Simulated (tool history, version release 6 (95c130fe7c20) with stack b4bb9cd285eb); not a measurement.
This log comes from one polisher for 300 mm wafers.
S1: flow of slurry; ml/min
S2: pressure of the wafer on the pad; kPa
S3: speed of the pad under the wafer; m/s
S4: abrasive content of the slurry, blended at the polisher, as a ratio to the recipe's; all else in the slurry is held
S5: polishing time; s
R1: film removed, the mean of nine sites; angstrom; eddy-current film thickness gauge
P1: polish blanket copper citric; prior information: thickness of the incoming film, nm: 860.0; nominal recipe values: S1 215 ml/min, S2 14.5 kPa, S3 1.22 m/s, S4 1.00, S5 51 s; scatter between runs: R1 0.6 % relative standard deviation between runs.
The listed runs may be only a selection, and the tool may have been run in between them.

run   hour   S1    S2    S3    S4  S5       R1
  1    8.6  215  14.5  1.22  1.00  51  1146.00
  2   17.1  300  14.5  1.22  1.00  51  1195.40
  3   30.5  215  14.5  1.22  1.00  70  1582.50
  4   37.8  215  14.5  1.22  1.00  51  1145.30
  5   47.0  215  14.5  1.22  0.50  51   986.64
  6   58.7  215  14.5  1.22  1.00  51  1150.20
  7   66.6  215  14.5  0.54  1.00  51   531.27
  8   75.5  325  19.3  1.22  1.00  51  1586.30
  9   85.2  215  14.5  1.22  1.00  51  1140.80
 10   96.7  130  14.5  1.22  1.00  51  1058.70
 11  104.4  215  14.5  1.22  1.00  51  1159.20
 12  111.7  215  14.5  1.92  1.00  51  1805.50
 13  119.4  215  14.5  1.22  1.00  36   811.48
 14  127.9  215  14.5  1.52  1.00  78  2197.10
 15  138.6  215   9.7  1.22  1.00  51   779.68
 16  151.8  215  10.3  1.22  0.65  51   752.56
 17  159.2  215  22.1  1.22  1.00  51  1717.30
 18  168.5  215  14.5  1.22  1.40  51  1258.20
 19  174.4  215  14.5  1.22  1.00  51  1145.70
 20  186.7  215  14.5  1.22  1.00  51  1109.80
 21  198.7  215  14.5  1.22  1.00  51  1101.40
     205.0  -- slurry blender recalibrated
 22  206.4  215  14.5  1.22  1.00  51  1086.80
     211.0  -- worn pad replaced by a new one
 23  212.8  215  14.5  1.22  1.00  51  1097.80
 24  221.2  215  14.5  1.22  1.00  51  1089.70
 25  232.8  215  14.5  1.22  1.00  51  1083.30

The output of P1 has drifted from where it used to be. Each of the 2 causes below, taken at the size shown beside it, accounts for the log equally well:
A: slurry flow missing at the pad, % = 33
B: head's pressure below its setpoint, % = 6.02
Creep in the process output first set in at about hour 174.4.
Why every other cause is out:
removal rate lost through wear of the pad, %: was serviced at hour 211.0, once the creep was under way, yet the earlier output never came back
abrasive missing from the slurry, %: was serviced at hour 205.0, once the creep was under way, yet the earlier output never came back

4 check runs are offered, each on 3 wafers whose results are averaged, their results left as question marks. Which one tells the causes apart?
check 1  244.4  150  14.5  0.58  1.00  51   ?
check 2  244.4  215  11.7  0.74  1.00  51   ?
check 3  244.4  215  14.5  0.96  1.00  51   ?
check 4  244.4  215  21.4  1.22  0.50  51   ?

What each check would give under each cause:
  check  result     if A     if B
check 1      R1   491.83   504.49
check 2      R1   547.47   548.39
check 3      R1   859.03   859.37
check 4      R1  1374.70  1373.80
Gap, in per cent, between the two causes that each check separates least, read from the result that separates them most: check 1 2.54 %; check 2 0.17 %; check 3 0.04 %; check 4 0.06 %
Of the check runs offered, only check 1 discriminates between the causes; the rest would read about the same regardless of which cause applies.

Here is what check 1 returned: R1 506.27 angstrom. Which cause is it?

Of the candidate causes, it is B: head's pressure below its setpoint, %.
